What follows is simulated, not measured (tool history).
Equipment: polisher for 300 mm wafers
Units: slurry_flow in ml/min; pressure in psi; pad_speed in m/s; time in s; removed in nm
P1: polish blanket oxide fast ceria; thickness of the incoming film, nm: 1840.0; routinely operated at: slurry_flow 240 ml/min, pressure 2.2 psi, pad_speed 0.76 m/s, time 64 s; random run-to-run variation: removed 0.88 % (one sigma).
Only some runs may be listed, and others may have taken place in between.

run,day,slurry_flow,pressure,pad_speed,time,wafers polished on this pad,hours since the slurry nozzle was cleaned,hours since the head pressure was calibrated,removed
1,0.521,240,2.2,0.76,64,241,95.9,214.6,489.41
2,1.042,320,2.2,0.76,64,358,108.4,227.1,502.4
3,1.425,240,2.2,0.76,34,445,117.6,236.3,257.3
# day 1.471: slurry nozzle cleaned
4,1.962,240,2.2,0.76,100,566,11.8,249.2,756.75
5,2.417,240,2.2,0.76,64,668,22.7,260.1,486.86
6,2.779,240,2.2,0.76,64,750,31.4,268.8,485.94
7,3.225,240,2.2,0.76,64,850,42.1,279.5,489.09
8,3.671,165,2.2,0.42,64,951,52.8,290.2,254.58
9,4,145,2.2,0.76,64,1025,60.7,298.1,454.61
10,4.312,240,2.2,0.4,64,1096,68.2,305.6,252.82
11,4.858,240,1.6,0.76,64,1219,81.3,318.7,357.83
12,5.167,240,2.2,1.06,64,1288,88.7,326.1,687.79
13,5.646,240,2.2,0.76,64,1396,100.2,337.6,489.6
14,6.15,240,3.5,0.76,64,1510,112.3,349.7,774.36
15,6.671,145,2.2,0.52,64,1627,124.8,362.2,311.61
16,7.188,240,2.2,0.76,64,1744,137.2,374.6,496.26
17,7.742,240,2.2,0.76,64,1869,150.5,387.9,490.33
18,8.067,340,2.2,1.08,64,1942,158.3,395.7,713.64
19,8.388,240,2.2,0.76,64,2014,166,403.4,486.02
20,8.742,240,2.2,0.76,64,2094,174.5,411.9,488.35
21,9.242,240,2.2,0.76,64,2207,186.5,423.9,465.58
22,9.6,240,2.2,0.76,64,2288,195.1,432.5,458.43
23,10.15,240,2.2,0.76,64,2412,208.3,445.7,460.29
24,10.429,240,2.2,0.76,64,2475,215,452.4,460.46
25,10.9,240,2.2,0.76,64,2581,226.3,463.7,460.26
26,11.15,240,2.2,0.76,64,2637,232.3,469.7,463.31

Run 27 has not been measured yet. What should we expect?
# day 11.35: worn pad replaced by a new one
27,11.546,240,2.2,0.76,64,44,241.8,479.2,?

Run 27 measured removed 459.7 nm.
